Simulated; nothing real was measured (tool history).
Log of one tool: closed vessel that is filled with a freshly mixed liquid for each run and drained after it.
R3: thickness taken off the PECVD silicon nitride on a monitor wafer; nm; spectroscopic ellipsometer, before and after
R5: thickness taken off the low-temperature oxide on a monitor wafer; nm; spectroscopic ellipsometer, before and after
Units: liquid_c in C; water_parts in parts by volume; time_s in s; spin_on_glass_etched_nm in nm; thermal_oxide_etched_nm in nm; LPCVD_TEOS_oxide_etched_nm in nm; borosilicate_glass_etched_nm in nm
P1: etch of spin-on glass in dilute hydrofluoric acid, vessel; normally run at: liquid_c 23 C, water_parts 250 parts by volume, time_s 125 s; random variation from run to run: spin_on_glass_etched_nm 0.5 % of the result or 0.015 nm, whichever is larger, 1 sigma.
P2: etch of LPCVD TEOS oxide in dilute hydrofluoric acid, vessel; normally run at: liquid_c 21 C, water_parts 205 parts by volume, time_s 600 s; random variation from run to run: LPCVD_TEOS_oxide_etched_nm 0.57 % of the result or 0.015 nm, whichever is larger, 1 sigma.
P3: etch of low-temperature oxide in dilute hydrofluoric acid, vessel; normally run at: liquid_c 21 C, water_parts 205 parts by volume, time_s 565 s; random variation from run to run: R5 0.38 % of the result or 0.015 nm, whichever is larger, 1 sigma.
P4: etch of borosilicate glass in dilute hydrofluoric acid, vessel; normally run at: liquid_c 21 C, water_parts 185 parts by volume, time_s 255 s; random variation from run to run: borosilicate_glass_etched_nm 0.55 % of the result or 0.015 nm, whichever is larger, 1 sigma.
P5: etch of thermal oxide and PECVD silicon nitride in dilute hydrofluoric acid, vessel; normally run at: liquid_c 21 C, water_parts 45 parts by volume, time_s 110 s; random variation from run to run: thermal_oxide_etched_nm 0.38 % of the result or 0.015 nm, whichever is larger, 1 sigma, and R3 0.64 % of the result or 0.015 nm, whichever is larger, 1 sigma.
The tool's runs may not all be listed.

{"run": 1, "hour": 5.4, "process": "P1", "liquid_c": 23, "water_parts": 250, "time_s": 125, "spin_on_glass_etched_nm": 20.652}
{"run": 2, "hour": 12.4, "process": "P5", "liquid_c": 21, "water_parts": 45, "time_s": 110, "thermal_oxide_etched_nm": 11.402, "R3": 3.4125}
{"run": 3, "hour": 21.1, "process": "P2", "liquid_c": 21, "water_parts": 205, "time_s": 215, "LPCVD_TEOS_oxide_etched_nm": 19.258}
{"run": 4, "hour": 25.8, "process": "P1", "liquid_c": 23, "water_parts": 250, "time_s": 125, "spin_on_glass_etched_nm": 20.627}
{"run": 5, "hour": 34.8, "process": "P3", "liquid_c": 21, "water_parts": 365, "time_s": 565, "R5": 12.941}
{"run": 6, "hour": 41.0, "process": "P1", "liquid_c": 23, "water_parts": 250, "time_s": 125, "spin_on_glass_etched_nm": 20.571}
{"run": 7, "hour": 51.5, "process": "P1", "liquid_c": 23, "water_parts": 105, "time_s": 125, "spin_on_glass_etched_nm": 56.988}
{"run": 8, "hour": 57.9, "process": "P1", "liquid_c": 23, "water_parts": 250, "time_s": 205, "spin_on_glass_etched_nm": 33.87}
{"run": 9, "hour": 68.3, "process": "P5", "liquid_c": 21, "water_parts": 20, "time_s": 110, "thermal_oxide_etched_nm": 26.49, "R3": 7.379}
{"run": 10, "hour": 78.7, "process": "P1", "liquid_c": 17, "water_parts": 250, "time_s": 125, "spin_on_glass_etched_nm": 16.366}
{"run": 11, "hour": 85.6, "process": "P2", "liquid_c": 21, "water_parts": 205, "time_s": 600, "LPCVD_TEOS_oxide_etched_nm": 53.864}
{"run": 12, "hour": 90.3, "process": "P4", "liquid_c": 21, "water_parts": 185, "time_s": 255, "borosilicate_glass_etched_nm": 40.18}
{"run": 13, "hour": 99.7, "process": "P1", "liquid_c": 30, "water_parts": 250, "time_s": 125, "spin_on_glass_etched_nm": 26.267}
{"run": 14, "hour": 107.3, "process": "P4", "liquid_c": 21, "water_parts": 185, "time_s": 255, "borosilicate_glass_etched_nm": 40.167}
{"run": 15, "hour": 116.8, "process": "P4", "liquid_c": 27, "water_parts": 185, "time_s": 255, "borosilicate_glass_etched_nm": 51.236}
{"run": 16, "hour": 124.4, "process": "P4", "liquid_c": 21, "water_parts": 260, "time_s": 255, "borosilicate_glass_etched_nm": 26.966}
{"run": 17, "hour": 132.0, "process": "P3", "liquid_c": 21, "water_parts": 205, "time_s": 255, "R5": 12.159}
{"run": 18, "hour": 139.4, "process": "P3", "liquid_c": 17, "water_parts": 205, "time_s": 565, "R5": 23.105}
{"run": 19, "hour": 144.8, "process": "P1", "liquid_c": 23, "water_parts": 250, "time_s": 60, "spin_on_glass_etched_nm": 9.855}
{"run": 20, "hour": 152.7, "process": "P1", "liquid_c": 23, "water_parts": 250, "time_s": 125, "spin_on_glass_etched_nm": 20.47}
{"run": 21, "hour": 160.5, "process": "P3", "liquid_c": 21, "water_parts": 205, "time_s": 565, "R5": 27.122}
{"run": 22, "hour": 169.8, "process": "P1", "liquid_c": 23, "water_parts": 390, "time_s": 30, "spin_on_glass_etched_nm": 2.7609}
{"run": 23, "hour": 177.1, "process": "P1", "liquid_c": 23, "water_parts": 340, "time_s": 75, "spin_on_glass_etched_nm": 8.3356}
{"run": 24, "hour": 181.9, "process": "P1", "liquid_c": 17, "water_parts": 250, "time_s": 50, "spin_on_glass_etched_nm": 6.5986}
{"run": 25, "hour": 186.5, "process": "P5", "liquid_c": 21, "water_parts": 45, "time_s": 30, "thermal_oxide_etched_nm": 3.1039, "R3": 0.93568}
{"run": 26, "hour": 194.7, "process": "P4", "liquid_c": 21, "water_parts": 185, "time_s": 500, "borosilicate_glass_etched_nm": 79.51}
{"hour": 201.1, "done": "hydrofluoric acid flow meter replaced"}
{"run": 27, "hour": 204.9, "process": "P2", "liquid_c": 17, "water_parts": 205, "time_s": 600, "LPCVD_TEOS_oxide_etched_nm": 45.95}
{"run": 28, "hour": 214.7, "process": "P3", "liquid_c": 21, "water_parts": 205, "time_s": 565, "R5": 26.872}
{"run": 29, "hour": 220.9, "process": "P1", "liquid_c": 23, "water_parts": 250, "time_s": 125, "spin_on_glass_etched_nm": 20.357}
{"run": 30, "hour": 228.3, "process": "P5", "liquid_c": 27, "water_parts": 45, "time_s": 110, "thermal_oxide_etched_nm": 14.576, "R3": 5.014}
{"run": 31, "hour": 233.5, "process": "P2", "liquid_c": 21, "water_parts": 65, "time_s": 600, "LPCVD_TEOS_oxide_etched_nm": 200.53}
{"run": 32, "hour": 243.6, "process": "P1", "liquid_c": 23, "water_parts": 400, "time_s": 125, "spin_on_glass_etched_nm": 11.084}
{"run": 33, "hour": 252.0, "process": "P1", "liquid_c": 23, "water_parts": 250, "time_s": 125, "spin_on_glass_etched_nm": 20.418}
{"run": 34, "hour": 257.3, "process": "P1", "liquid_c": 23, "water_parts": 250, "time_s": 125, "spin_on_glass_etched_nm": 20.096}
{"run": 35, "hour": 266.5, "process": "P1", "liquid_c": 23, "water_parts": 250, "time_s": 125, "spin_on_glass_etched_nm": 19.798}
{"run": 36, "hour": 273.3, "process": "P1", "liquid_c": 23, "water_parts": 250, "time_s": 125, "spin_on_glass_etched_nm": 19.515}
{"run": 37, "hour": 278.4, "process": "P1", "liquid_c": 23, "water_parts": 250, "time_s": 125, "spin_on_glass_etched_nm": 19.354}
{"run": 38, "hour": 287.5, "process": "P1", "liquid_c": 23, "water_parts": 250, "time_s": 125, "spin_on_glass_etched_nm": 19.242}
{"run": 39, "hour": 294.5, "process": "P1", "liquid_c": 23, "water_parts": 250, "time_s": 125, "spin_on_glass_etched_nm": 19.349}
{"run": 40, "hour": 302.1, "process": "P1", "liquid_c": 23, "water_parts": 250, "time_s": 125, "spin_on_glass_etched_nm": 19.202}
{"run": 41, "hour": 306.6, "process": "P1", "liquid_c": 23, "water_parts": 250, "time_s": 125, "spin_on_glass_etched_nm": 19.103}

Run 42 comes next. What will it give?
{"run": 42, "hour": 316.0, "process": "P1", "liquid_c": 23, "water_parts": 250, "time_s": 125, "spin_on_glass_etched_nm": "?"}

Run 42 gave spin_on_glass_etched_nm 19.229 nm.

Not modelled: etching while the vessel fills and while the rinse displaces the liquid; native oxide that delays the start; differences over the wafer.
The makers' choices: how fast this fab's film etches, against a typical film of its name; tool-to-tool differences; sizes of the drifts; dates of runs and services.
